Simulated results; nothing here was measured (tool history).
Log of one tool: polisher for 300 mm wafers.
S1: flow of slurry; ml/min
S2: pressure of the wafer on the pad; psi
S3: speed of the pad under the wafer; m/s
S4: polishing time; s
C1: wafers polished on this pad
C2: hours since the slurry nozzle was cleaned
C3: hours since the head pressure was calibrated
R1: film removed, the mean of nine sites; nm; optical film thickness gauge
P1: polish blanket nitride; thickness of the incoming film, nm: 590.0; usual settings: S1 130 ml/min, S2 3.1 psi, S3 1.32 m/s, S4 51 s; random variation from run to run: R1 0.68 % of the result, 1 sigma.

{"run": 1, "hour": 9.4, "S1": 130, "S2": 3.1, "S3": 1.32, "S4": 51, "C1": 376, "C2": 330.6, "C3": 94.2, "R1": 108.8}
{"run": 2, "hour": 18.4, "S1": 80, "S2": 3.1, "S3": 1.76, "S4": 51, "C1": 463, "C2": 339.6, "C3": 103.2, "R1": 121.95}
{"run": 3, "hour": 36.1, "S1": 130, "S2": 1.6, "S3": 1.32, "S4": 51, "C1": 633, "C2": 357.3, "C3": 120.9, "R1": 56.452}
{"run": 4, "hour": 47.5, "S1": 130, "S2": 3.1, "S3": 0.72, "S4": 51, "C1": 743, "C2": 368.7, "C3": 132.3, "R1": 67.143}
{"run": 5, "hour": 60.7, "S1": 130, "S2": 3.1, "S3": 1.32, "S4": 75, "C1": 871, "C2": 381.9, "C3": 145.5, "R1": 160.76}
{"run": 6, "hour": 75.2, "S1": 175, "S2": 3.1, "S3": 1.32, "S4": 51, "C1": 1010, "C2": 396.4, "C3": 160, "R1": 116.24}
{"run": 7, "hour": 87.1, "S1": 160, "S2": 3.1, "S3": 1.32, "S4": 64, "C1": 1125, "C2": 408.3, "C3": 171.9, "R1": 142.36}
{"run": 8, "hour": 99.2, "S1": 130, "S2": 3.1, "S3": 1.32, "S4": 51, "C1": 1242, "C2": 420.4, "C3": 184, "R1": 109.32}
{"run": 9, "hour": 112.9, "S1": 80, "S2": 3.1, "S3": 1.32, "S4": 51, "C1": 1374, "C2": 434.1, "C3": 197.7, "R1": 96.414}
{"run": 10, "hour": 123.6, "S1": 130, "S2": 3.1, "S3": 1.32, "S4": 51, "C1": 1477, "C2": 444.8, "C3": 208.4, "R1": 108.77}
{"run": 11, "hour": 133.1, "S1": 130, "S2": 3.1, "S3": 2.06, "S4": 51, "C1": 1569, "C2": 454.3, "C3": 217.9, "R1": 156.93}
{"run": 12, "hour": 146.5, "S1": 130, "S2": 3.1, "S3": 1.32, "S4": 28, "C1": 1698, "C2": 467.7, "C3": 231.3, "R1": 59.869}
{"run": 13, "hour": 164.0, "S1": 130, "S2": 4.2, "S3": 1.32, "S4": 51, "C1": 1867, "C2": 485.2, "C3": 248.8, "R1": 148.2}
{"run": 14, "hour": 181.1, "S1": 130, "S2": 3.1, "S3": 1.32, "S4": 51, "C1": 2031, "C2": 502.3, "C3": 265.9, "R1": 108.54}
{"run": 15, "hour": 195.3, "S1": 130, "S2": 3.1, "S3": 1.32, "S4": 51, "C1": 2168, "C2": 516.5, "C3": 280.1, "R1": 109.04}
{"run": 16, "hour": 210.6, "S1": 130, "S2": 3.1, "S3": 1.32, "S4": 51, "C1": 2316, "C2": 531.8, "C3": 295.4, "R1": 105.61}
{"run": 17, "hour": 225.8, "S1": 130, "S2": 3.1, "S3": 1.32, "S4": 51, "C1": 2462, "C2": 547, "C3": 310.6, "R1": 103.61}
{"run": 18, "hour": 243.1, "S1": 130, "S2": 3.1, "S3": 1.32, "S4": 51, "C1": 2629, "C2": 564.3, "C3": 327.9, "R1": 101.42}
{"run": 19, "hour": 254.6, "S1": 130, "S2": 3.1, "S3": 1.32, "S4": 51, "C1": 2740, "C2": 575.8, "C3": 339.4, "R1": 100.99}
{"hour": 255.8, "done": "head pressure recalibrated"}
{"run": 20, "hour": 272.4, "S1": 130, "S2": 3.1, "S3": 1.32, "S4": 51, "C1": 2912, "C2": 593.6, "C3": 16.7, "R1": 99.617}
{"run": 21, "hour": 281.5, "S1": 130, "S2": 3.1, "S3": 1.32, "S4": 51, "C1": 3000, "C2": 602.7, "C3": 25.8, "R1": 98.113}
{"run": 22, "hour": 291.5, "S1": 130, "S2": 3.1, "S3": 1.32, "S4": 51, "C1": 3096, "C2": 612.7, "C3": 35.8, "R1": 100.79}
{"run": 23, "hour": 301.1, "S1": 130, "S2": 3.1, "S3": 1.32, "S4": 51, "C1": 3189, "C2": 622.3, "C3": 45.4, "R1": 99.507}

The next listed run, before its measurement:
{"run": 24, "hour": 314.3, "S1": 130, "S2": 3.1, "S3": 1.32, "S4": 51, "C1": 3316, "C2": 635.5, "C3": 58.6, "R1": "?"}

R1: 98.494 nm
